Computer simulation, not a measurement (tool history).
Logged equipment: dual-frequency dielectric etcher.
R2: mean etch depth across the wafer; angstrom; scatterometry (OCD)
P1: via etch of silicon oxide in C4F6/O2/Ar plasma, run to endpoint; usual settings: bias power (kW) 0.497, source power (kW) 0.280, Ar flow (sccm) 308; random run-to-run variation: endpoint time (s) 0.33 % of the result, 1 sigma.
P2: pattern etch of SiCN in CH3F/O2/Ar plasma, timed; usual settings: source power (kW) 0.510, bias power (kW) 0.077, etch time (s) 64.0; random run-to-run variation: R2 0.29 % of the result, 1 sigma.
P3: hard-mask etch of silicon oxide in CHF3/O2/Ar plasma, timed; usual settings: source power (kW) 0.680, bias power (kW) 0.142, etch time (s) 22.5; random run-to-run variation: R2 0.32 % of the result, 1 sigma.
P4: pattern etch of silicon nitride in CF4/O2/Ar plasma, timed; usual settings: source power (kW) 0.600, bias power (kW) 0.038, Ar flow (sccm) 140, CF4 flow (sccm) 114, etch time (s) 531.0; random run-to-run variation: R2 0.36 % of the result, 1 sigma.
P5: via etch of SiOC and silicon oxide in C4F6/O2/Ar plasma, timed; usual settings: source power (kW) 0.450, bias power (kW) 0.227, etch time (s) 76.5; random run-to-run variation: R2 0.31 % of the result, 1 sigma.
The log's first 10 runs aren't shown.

Run 11, hour 65.1: process that ran P3, bias power (kW) 0.142, source power (kW) 0.400, etch time (s) 22.5. Result: R2 348.35 angstrom.
Run 12, hour 73.2: process that ran P1, bias power (kW) 0.614, source power (kW) 0.330, Ar flow (sccm) 308. Result: endpoint time (s) 23.575.
Run 13, hour 79.6: process that ran P2, bias power (kW) 0.077, source power (kW) 0.360, etch time (s) 64.0. Result: R2 237.26 angstrom.
Run 14, hour 86.0: process that ran P1, bias power (kW) 0.497, source power (kW) 0.340, Ar flow (sccm) 308. Result: endpoint time (s) 25.407.
Run 15, hour 91.6: process that ran P1, bias power (kW) 0.497, source power (kW) 0.280, Ar flow (sccm) 308. Result: endpoint time (s) 27.120.
At hour 98.1: bias power generator calibrated.
Run 16, hour 98.9: process that ran P2, bias power (kW) 0.077, source power (kW) 0.510, etch time (s) 93.5. Result: R2 394.58 angstrom.
Run 17, hour 103.6: process that ran P3, bias power (kW) 0.142, source power (kW) 0.680, etch time (s) 22.5. Result: R2 424.02 angstrom.
Run 18, hour 111.3: process that ran P4, bias power (kW) 0.046, source power (kW) 0.600, Ar flow (sccm) 140, etch time (s) 531.0, CF4 flow (sccm) 114. Result: R2 10968.00 angstrom.
Run 19, hour 118.0: process that ran P5, bias power (kW) 0.227, source power (kW) 0.300, etch time (s) 76.5. Result: R2 819.10 angstrom.
Run 20, hour 126.0: process that ran P1, bias power (kW) 0.497, source power (kW) 0.280, Ar flow (sccm) 308. Result: endpoint time (s) 27.191.
Run 21, hour 134.1: process that ran P3, bias power (kW) 0.142, source power (kW) 0.680, etch time (s) 12.5. Result: R2 236.34 angstrom.
Run 22, hour 140.8: process that ran P4, bias power (kW) 0.038, source power (kW) 0.600, Ar flow (sccm) 190, etch time (s) 531.0, CF4 flow (sccm) 114. Result: R2 9655.20 angstrom.
Run 23, hour 145.6: process that ran P3, bias power (kW) 0.095, source power (kW) 0.680, etch time (s) 22.5. Result: R2 379.18 angstrom.
Run 24, hour 152.7: process that ran P4, bias power (kW) 0.038, source power (kW) 0.600, Ar flow (sccm) 140, etch time (s) 340.0, CF4 flow (sccm) 114. Result: R2 6544.60 angstrom.
Run 25, hour 160.9: process that ran P1, bias power (kW) 0.497, source power (kW) 0.280, Ar flow (sccm) 308. Result: endpoint time (s) 27.309.
Run 26, hour 165.8: process that ran P5, bias power (kW) 0.133, source power (kW) 0.450, etch time (s) 76.5. Result: R2 812.13 angstrom.
Run 27, hour 173.1: process that ran P2, bias power (kW) 0.077, source power (kW) 0.510, etch time (s) 64.0. Result: R2 268.93 angstrom.

Forecast run 28:
Run 28, hour 181.5: process that ran P1, bias power (kW) 0.497, source power (kW) 0.280, Ar flow (sccm) 400. Result: endpoint time (s) ?.

For run 28 the tool returned endpoint time (s) 27.956.

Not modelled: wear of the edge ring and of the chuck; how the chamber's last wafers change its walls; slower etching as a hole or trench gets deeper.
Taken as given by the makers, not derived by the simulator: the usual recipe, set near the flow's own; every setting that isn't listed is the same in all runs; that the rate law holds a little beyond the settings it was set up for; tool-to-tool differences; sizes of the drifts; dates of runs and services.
